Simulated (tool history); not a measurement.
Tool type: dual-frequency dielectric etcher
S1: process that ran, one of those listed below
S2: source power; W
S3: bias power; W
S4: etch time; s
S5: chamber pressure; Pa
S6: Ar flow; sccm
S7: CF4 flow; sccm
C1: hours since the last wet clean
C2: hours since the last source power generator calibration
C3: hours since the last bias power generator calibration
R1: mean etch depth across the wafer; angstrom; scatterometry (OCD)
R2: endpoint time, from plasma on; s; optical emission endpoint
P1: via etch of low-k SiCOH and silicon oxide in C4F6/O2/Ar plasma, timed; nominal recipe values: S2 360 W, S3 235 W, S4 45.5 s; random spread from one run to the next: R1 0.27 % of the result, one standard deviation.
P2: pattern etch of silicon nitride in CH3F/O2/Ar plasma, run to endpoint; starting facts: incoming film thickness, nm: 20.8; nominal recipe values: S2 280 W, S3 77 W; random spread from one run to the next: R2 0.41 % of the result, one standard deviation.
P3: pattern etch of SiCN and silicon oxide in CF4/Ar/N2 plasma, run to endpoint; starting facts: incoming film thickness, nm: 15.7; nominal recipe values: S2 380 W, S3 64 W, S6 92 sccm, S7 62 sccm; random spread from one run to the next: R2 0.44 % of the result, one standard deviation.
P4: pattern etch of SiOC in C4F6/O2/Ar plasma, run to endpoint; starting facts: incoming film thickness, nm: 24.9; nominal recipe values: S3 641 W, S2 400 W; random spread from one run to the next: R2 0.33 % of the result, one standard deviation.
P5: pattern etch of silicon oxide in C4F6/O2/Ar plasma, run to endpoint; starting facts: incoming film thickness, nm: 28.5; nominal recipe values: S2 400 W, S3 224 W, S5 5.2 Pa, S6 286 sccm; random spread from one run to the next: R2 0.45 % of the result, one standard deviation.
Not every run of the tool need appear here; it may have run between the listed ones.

{"run": 1, "day": 0.412, "S1": "P1", "S2": 360, "S3": 235, "S4": 45.5, "C1": 189, "C2": 797.8, "C3": 1948.1, "R1": 1198.2}
{"run": 2, "day": 0.796, "S1": "P1", "S2": 360, "S3": 328, "S4": 45.5, "C1": 198.2, "C2": 807, "C3": 1957.3, "R1": 1336.8}
{"day": 1.125, "done": "wet clean of the chamber"}
{"run": 3, "day": 1.258, "S1": "P5", "S2": 400, "S3": 224, "S5": 7, "S6": 286, "C1": 3.3, "C2": 818.1, "C3": 1968.4, "R2": 8.8558}
{"run": 4, "day": 1.508, "S1": "P1", "S2": 430, "S3": 235, "S4": 64, "C1": 9.3, "C2": 824.1, "C3": 1974.4, "R1": 1798.4}
{"day": 1.808, "done": "source power generator calibrated"}
{"run": 5, "day": 1.946, "S1": "P1", "S2": 360, "S3": 167, "S4": 45.5, "C1": 19.8, "C2": 3.3, "C3": 1984.9, "R1": 1073.1}
{"run": 6, "day": 2.254, "S1": "P5", "S2": 400, "S3": 181, "S5": 5.2, "S6": 286, "C1": 27.2, "C2": 10.7, "C3": 1992.3, "R2": 9.1826}
{"run": 7, "day": 2.55, "S1": "P3", "S2": 380, "S3": 64, "S6": 116, "S7": 62, "C1": 34.3, "C2": 17.8, "C3": 1999.4, "R2": 22.403}
{"run": 8, "day": 2.767, "S1": "P2", "S2": 280, "S3": 52, "C1": 39.5, "C2": 23, "C3": 2004.6, "R2": 38.791}
{"run": 9, "day": 3.204, "S1": "P2", "S2": 280, "S3": 77, "C1": 50, "C2": 33.5, "C3": 2015.1, "R2": 34.068}
{"run": 10, "day": 3.608, "S1": "P3", "S2": 510, "S3": 64, "S6": 92, "S7": 62, "C1": 59.7, "C2": 43.2, "C3": 2024.8, "R2": 16.484}
{"run": 11, "day": 4.042, "S1": "P1", "S2": 260, "S3": 279, "S4": 45.5, "C1": 70.1, "C2": 53.6, "C3": 2035.2, "R1": 1121.4}
{"run": 12, "day": 4.375, "S1": "P1", "S2": 360, "S3": 235, "S4": 45.5, "C1": 78.1, "C2": 61.6, "C3": 2043.2, "R1": 1196.9}
{"run": 13, "day": 4.7, "S1": "P2", "S2": 380, "S3": 77, "C1": 85.9, "C2": 69.4, "C3": 2051, "R2": 30.143}
{"run": 14, "day": 5.012, "S1": "P4", "S2": 250, "S3": 641, "C1": 93.4, "C2": 76.9, "C3": 2058.5, "R2": 9.1907}
{"run": 15, "day": 5.4, "S1": "P5", "S2": 400, "S3": 224, "S5": 5.2, "S6": 286, "C1": 102.7, "C2": 86.2, "C3": 2067.8, "R2": 8.5036}
{"run": 16, "day": 5.646, "S1": "P1", "S2": 360, "S3": 235, "S4": 59, "C1": 108.6, "C2": 92.1, "C3": 2073.7, "R1": 1554.2}
{"run": 17, "day": 5.975, "S1": "P5", "S2": 510, "S3": 224, "S5": 5.2, "S6": 286, "C1": 116.5, "C2": 100, "C3": 2081.6, "R2": 7.8277}
{"run": 18, "day": 6.304, "S1": "P3", "S2": 380, "S3": 64, "S6": 92, "S7": 42, "C1": 124.4, "C2": 107.9, "C3": 2089.5, "R2": 22.836}
{"run": 19, "day": 6.712, "S1": "P3", "S2": 380, "S3": 39, "S6": 92, "S7": 62, "C1": 134.2, "C2": 117.7, "C3": 2099.3, "R2": 24.995}
{"run": 20, "day": 7.038, "S1": "P1", "S2": 360, "S3": 235, "S4": 25, "C1": 142, "C2": 125.5, "C3": 2107.1, "R1": 658.46}
{"run": 21, "day": 7.296, "S1": "P2", "S2": 280, "S3": 77, "C1": 148.2, "C2": 131.7, "C3": 2113.3, "R2": 33.917}
{"run": 22, "day": 7.725, "S1": "P1", "S2": 360, "S3": 235, "S4": 45.5, "C1": 158.5, "C2": 142, "C3": 2123.6, "R1": 1197.5}
{"run": 23, "day": 7.971, "S1": "P1", "S2": 220, "S3": 235, "S4": 45.5, "C1": 164.4, "C2": 147.9, "C3": 2129.5, "R1": 991.08}
{"run": 24, "day": 8.242, "S1": "P1", "S2": 430, "S3": 235, "S4": 45.5, "C1": 170.9, "C2": 154.4, "C3": 2136, "R1": 1279.9}
{"run": 25, "day": 8.579, "S1": "P3", "S2": 380, "S3": 64, "S6": 92, "S7": 62, "C1": 179, "C2": 162.5, "C3": 2144.1, "R2": 21.445}
{"run": 26, "day": 8.796, "S1": "P4", "S2": 400, "S3": 641, "C1": 184.2, "C2": 167.7, "C3": 2149.3, "R2": 7.7895}
{"run": 27, "day": 9.242, "S1": "P4", "S2": 400, "S3": 884, "C1": 194.9, "C2": 178.4, "C3": 2160, "R2": 6.8492}
{"run": 28, "day": 9.458, "S1": "P5", "S2": 400, "S3": 224, "S5": 5.2, "S6": 398, "C1": 200.1, "C2": 183.6, "C3": 2165.2, "R2": 8.8378}
{"run": 29, "day": 9.838, "S1": "P1", "S2": 360, "S3": 235, "S4": 45.5, "C1": 209.2, "C2": 192.7, "C3": 2174.3, "R1": 1196.5}
{"run": 30, "day": 10.092, "S1": "P1", "S2": 360, "S3": 235, "S4": 45.5, "C1": 215.3, "C2": 198.8, "C3": 2180.4, "R1": 1201.7}
{"run": 31, "day": 10.304, "S1": "P1", "S2": 360, "S3": 235, "S4": 45.5, "C1": 220.4, "C2": 203.9, "C3": 2185.5, "R1": 1203}
{"run": 32, "day": 10.612, "S1": "P1", "S2": 360, "S3": 235, "S4": 45.5, "C1": 227.8, "C2": 211.3, "C3": 2192.9, "R1": 1206.6}
{"run": 33, "day": 10.888, "S1": "P1", "S2": 360, "S3": 235, "S4": 45.5, "C1": 234.4, "C2": 217.9, "C3": 2199.5, "R1": 1210.9}
{"run": 34, "day": 11.221, "S1": "P1", "S2": 360, "S3": 235, "S4": 45.5, "C1": 242.4, "C2": 225.9, "C3": 2207.5, "R1": 1214.1}
{"run": 35, "day": 11.562, "S1": "P1", "S2": 360, "S3": 235, "S4": 45.5, "C1": 250.6, "C2": 234.1, "C3": 2215.7, "R1": 1214.7}
{"run": 36, "day": 11.975, "S1": "P1", "S2": 360, "S3": 235, "S4": 45.5, "C1": 260.5, "C2": 244, "C3": 2225.6, "R1": 1223.3}

Run 37 is up next; what results do you expect?
{"day": 12.225, "done": "wet clean of the chamber"}
{"run": 37, "day": 12.292, "S1": "P1", "S2": 360, "S3": 235, "S4": 45.5, "C1": 1.7, "C2": 251.6, "C3": 2233.2, "R1": "?"}

{"run 37": {"R1": 1219.9}}

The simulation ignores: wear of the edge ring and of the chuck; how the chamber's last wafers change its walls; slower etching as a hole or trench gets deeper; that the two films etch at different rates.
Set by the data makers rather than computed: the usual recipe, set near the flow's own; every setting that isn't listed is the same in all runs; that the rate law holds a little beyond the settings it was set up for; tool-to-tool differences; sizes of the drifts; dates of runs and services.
